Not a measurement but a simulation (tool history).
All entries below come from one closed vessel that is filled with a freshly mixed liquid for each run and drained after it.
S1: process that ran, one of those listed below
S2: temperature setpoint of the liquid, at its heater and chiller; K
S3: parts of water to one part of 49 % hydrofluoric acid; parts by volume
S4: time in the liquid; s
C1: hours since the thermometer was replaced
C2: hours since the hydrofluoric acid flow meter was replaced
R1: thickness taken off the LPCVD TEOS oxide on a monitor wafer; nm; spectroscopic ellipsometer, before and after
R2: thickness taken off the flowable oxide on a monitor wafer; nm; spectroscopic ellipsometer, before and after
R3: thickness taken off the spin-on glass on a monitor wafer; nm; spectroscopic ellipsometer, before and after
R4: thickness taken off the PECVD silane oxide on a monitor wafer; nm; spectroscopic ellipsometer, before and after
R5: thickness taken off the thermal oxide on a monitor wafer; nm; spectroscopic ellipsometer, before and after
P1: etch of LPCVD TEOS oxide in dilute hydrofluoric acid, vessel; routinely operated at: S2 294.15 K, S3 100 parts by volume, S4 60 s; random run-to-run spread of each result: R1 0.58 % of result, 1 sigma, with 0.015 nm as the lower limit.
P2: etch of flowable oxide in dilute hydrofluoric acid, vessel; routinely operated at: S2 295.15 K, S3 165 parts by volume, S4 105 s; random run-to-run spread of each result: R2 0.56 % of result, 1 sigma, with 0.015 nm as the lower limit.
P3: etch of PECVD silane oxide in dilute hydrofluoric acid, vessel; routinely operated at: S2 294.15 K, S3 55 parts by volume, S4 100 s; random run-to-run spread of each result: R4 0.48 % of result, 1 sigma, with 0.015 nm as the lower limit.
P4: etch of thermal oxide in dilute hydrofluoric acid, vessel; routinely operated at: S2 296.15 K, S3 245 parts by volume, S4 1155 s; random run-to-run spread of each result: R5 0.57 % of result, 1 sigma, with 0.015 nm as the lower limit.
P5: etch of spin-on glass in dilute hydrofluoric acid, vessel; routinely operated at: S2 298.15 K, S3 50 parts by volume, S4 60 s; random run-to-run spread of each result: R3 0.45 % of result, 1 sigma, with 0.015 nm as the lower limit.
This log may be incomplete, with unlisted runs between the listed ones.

run 1 hour=13.4 | S1=P1 S2=294.15 S3=100 S4=60 | C1=1862.2 C2=329.4 | R1=16.863
run 2 hour=25.7 | S1=P2 S2=295.15 S3=75 S4=105 | C1=1874.5 C2=341.7 | R2=41.954
run 3 hour=32.9 | S1=P5 S2=298.15 S3=50 S4=60 | C1=1881.7 C2=348.9 | R3=43.943
run 4 hour=39.6 | S1=P1 S2=294.15 S3=100 S4=60 | C1=1888.4 C2=355.6 | R1=16.831
run 5 hour=53.8 | S1=P3 S2=294.15 S3=55 S4=100 | C1=1902.6 C2=369.8 | R4=28.699
run 6 hour=61 | S1=P3 S2=301.15 S3=55 S4=100 | C1=1909.8 C2=377 | R4=38.316
run 7 hour=71.5 | S1=P4 S2=296.15 S3=245 S4=335 | C1=1920.3 C2=387.5 | R5=5.0595
run 8 hour=80.9 | S1=P1 S2=297.15 S3=145 S4=60 | C1=1929.7 C2=396.9 | R1=12.316
run 9 hour=93.3 | S1=P3 S2=294.15 S3=55 S4=100 | C1=1942.1 C2=409.3 | R4=29.005
run 10 hour=99.9 | S1=P1 S2=299.15 S3=100 S4=60 | C1=1948.7 C2=415.9 | R1=20.335
run 11 hour=108.4 | S1=P3 S2=294.15 S3=100 S4=100 | C1=1957.2 C2=424.4 | R4=14.949
run 12 hour=117.5 | S1=P1 S2=294.15 S3=145 S4=60 | C1=1966.3 C2=433.5 | R1=10.963
run 13 hour=128.2 | S1=P1 S2=294.15 S3=100 S4=60 | C1=1977 C2=444.2 | R1=16.774
run 14 hour=135.2 | S1=P1 S2=294.15 S3=100 S4=60 | C1=1984 C2=451.2 | R1=16.602
run 15 hour=142.5 | S1=P4 S2=296.15 S3=245 S4=1155 | C1=1991.3 C2=458.5 | R5=17.823
run 16 hour=152.5 | S1=P5 S2=298.15 S3=90 S4=60 | C1=2001.3 C2=468.5 | R3=22.99
run 17 hour=161.7 | S1=P2 S2=290.15 S3=165 S4=105 | C1=2010.5 C2=477.7 | R2=14.422
run 18 hour=168.5 | S1=P5 S2=298.15 S3=50 S4=60 | C1=2017.3 C2=484.5 | R3=43.963
run 19 hour=175.6 | S1=P1 S2=294.15 S3=100 S4=60 | C1=2024.4 C2=491.6 | R1=16.689
run 20 hour=183 | S1=P1 S2=290.15 S3=55 S4=60 | C1=2031.8 C2=499 | R1=26.868
run 21 hour=195.2 | S1=P1 S2=294.15 S3=140 S4=95 | C1=2044 C2=511.2 | R1=18.038
run 22 hour=202.8 | S1=P4 S2=296.15 S3=245 S4=1155 | C1=2051.6 C2=518.8 | R5=17.92
run 23 hour=214.5 | S1=P1 S2=294.15 S3=100 S4=60 | C1=2063.3 C2=530.5 | R1=16.679
run 24 hour=224.5 | S1=P2 S2=295.15 S3=165 S4=50 | C1=2073.3 C2=540.5 | R2=8.2955
run 25 hour=235.5 | S1=P5 S2=298.15 S3=50 S4=105 | C1=2084.3 C2=551.5 | R3=77.141
run 26 hour=244.7 | S1=P3 S2=294.15 S3=55 S4=165 | C1=2093.5 C2=560.7 | R4=47.628
run 27 hour=254.9 | S1=P1 S2=294.15 S3=60 S4=60 | C1=2103.7 C2=570.9 | R1=29.348
run 28 hour=268.2 | S1=P5 S2=302.15 S3=50 S4=60 | C1=2117 C2=584.2 | R3=50.869
run 29 hour=278.8 | S1=P4 S2=303.15 S3=245 S4=1155 | C1=2127.6 C2=594.8 | R5=22.73
run 30 hour=285.7 | S1=P1 S2=294.15 S3=100 S4=105 | C1=2134.5 C2=601.7 | R1=29.238
-- hour=286.6 hydrofluoric acid flow meter replaced
run 31 hour=292.5 | S1=P1 S2=294.15 S3=100 S4=30 | C1=2141.3 C2=5.9 | R1=8.4138
run 32 hour=301.9 | S1=P1 S2=290.15 S3=100 S4=60 | C1=2150.7 C2=15.3 | R1=14.189
run 33 hour=316.1 | S1=P4 S2=296.15 S3=435 S4=1155 | C1=2164.9 C2=29.5 | R5=8.2484
run 34 hour=323.4 | S1=P2 S2=295.15 S3=165 S4=105 | C1=2172.2 C2=36.8 | R2=17.356
run 35 hour=333.3 | S1=P1 S2=294.15 S3=100 S4=60 | C1=2182.1 C2=46.7 | R1=16.796
run 36 hour=347.3 | S1=P1 S2=294.15 S3=100 S4=60 | C1=2196.1 C2=60.7 | R1=17.412
run 37 hour=353.6 | S1=P1 S2=294.15 S3=100 S4=60 | C1=2202.4 C2=67 | R1=17.474
run 38 hour=364.5 | S1=P1 S2=294.15 S3=100 S4=60 | C1=2213.3 C2=77.9 | R1=17.964
run 39 hour=375.8 | S1=P1 S2=294.15 S3=100 S4=60 | C1=2224.6 C2=89.2 | R1=18.062
run 40 hour=383.4 | S1=P1 S2=294.15 S3=100 S4=60 | C1=2232.2 C2=96.8 | R1=18.138
run 41 hour=393 | S1=P1 S2=294.15 S3=100 S4=60 | C1=2241.8 C2=106.4 | R1=18.041
run 42 hour=404.3 | S1=P1 S2=294.15 S3=100 S4=60 | C1=2253.1 C2=117.7 | R1=18.154
run 43 hour=413.5 | S1=P1 S2=294.15 S3=100 S4=60 | C1=2262.3 C2=126.9 | R1=18.205
run 44 hour=421.8 | S1=P1 S2=294.15 S3=100 S4=60 | C1=2270.6 C2=135.2 | R1=18.425
run 45 hour=433.8 | S1=P1 S2=294.15 S3=100 S4=60 | C1=2282.6 C2=147.2 | R1=18.19

The output of P1 has drifted from where it used to be. Each of the 2 causes below, taken at the size shown beside it, accounts for the log equally well:
A: liquid hotter than its thermometer reads (K) = 2.3
B: hydrofluoric acid flow above the setpoint (%) = 8.68
The drift started at roughly hour 333.3.

Of the 4 check runs below, each run on 2 wafers with the results averaged and each result still a question mark, which one would tell the listed causes apart?
run check 1 hour=445.8 | S1=P3 S2=298.15 S3=55 S4=140 | R4=?
run check 2 hour=445.8 | S1=P2 S2=290.15 S3=95 S4=105 | R2=?
run check 3 hour=445.8 | S1=P5 S2=298.15 S3=85 S4=60 | R3=?
run check 4 hour=445.8 | S1=P4 S2=296.15 S3=340 S4=1155 | R5=?

If the cause were each of the candidates in turn, the checks would give the following:
check=check_1 result=R4 if_A=52.187 if_B=52.002
check=check_2 result=R2 if_A=29.166 if_B=29.019
check=check_3 result=R3 if_A=26.797 if_B=26.841
check=check_4 result=R5 if_A=12.563 if_B=12.953
Per check, the gap between the least separated pair of causes, taken in the result that splits them most: check 1 0.35 %; check 2 0.51 %; check 3 0.16 %; check 4 3.06 %
Check 4 tells the causes apart: in the others they would give nearly the same result.

Running check 4 produced the following: R5 12.504 nm. Which one of the listed causes fits?

A is the cause: liquid hotter than its thermometer reads (K).

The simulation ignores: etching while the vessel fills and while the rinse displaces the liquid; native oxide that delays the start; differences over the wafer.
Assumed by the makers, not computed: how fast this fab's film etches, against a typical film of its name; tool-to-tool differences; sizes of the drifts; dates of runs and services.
